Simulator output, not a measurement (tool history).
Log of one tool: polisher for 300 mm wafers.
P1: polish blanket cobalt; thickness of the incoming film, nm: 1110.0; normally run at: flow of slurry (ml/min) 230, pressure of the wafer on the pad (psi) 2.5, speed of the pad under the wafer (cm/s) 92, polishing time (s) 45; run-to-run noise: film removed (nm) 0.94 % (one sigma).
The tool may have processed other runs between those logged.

run,hour,flow of slurry (ml/min),pressure of the wafer on the pad (psi),speed of the pad under the wafer (cm/s),polishing time (s),film removed (nm)
1,9.6,230,2.5,92,45,255.19
2,17.5,230,2.5,42,45,115.30
3,30.7,290,3.7,92,45,379.51
4,42.5,230,2.5,132,45,361.94
5,54.0,230,1.2,92,45,120.80
6,69.0,230,2.5,92,45,254.55
7,78.3,230,2.5,92,65,364.80
8,94.0,230,2.5,92,45,248.54
9,101.9,230,2.5,92,45,250.36
10,114.1,230,2.5,92,45,251.70
# hour 115.5: head pressure recalibrated
11,128.3,140,2.5,92,45,233.28
12,142.4,230,2.5,92,22,123.18
13,151.8,230,3.9,92,45,395.10
14,159.4,310,2.5,92,45,259.10
15,172.8,230,2.5,92,45,252.06
16,183.4,230,2.5,92,45,248.24
17,191.8,230,2.5,92,45,242.95

Run 18, settings as shown, results not yet in. Your forecast:
18,203.0,230,2.5,92,45,?

{"run 18": {"film removed (nm)": 241.71}}
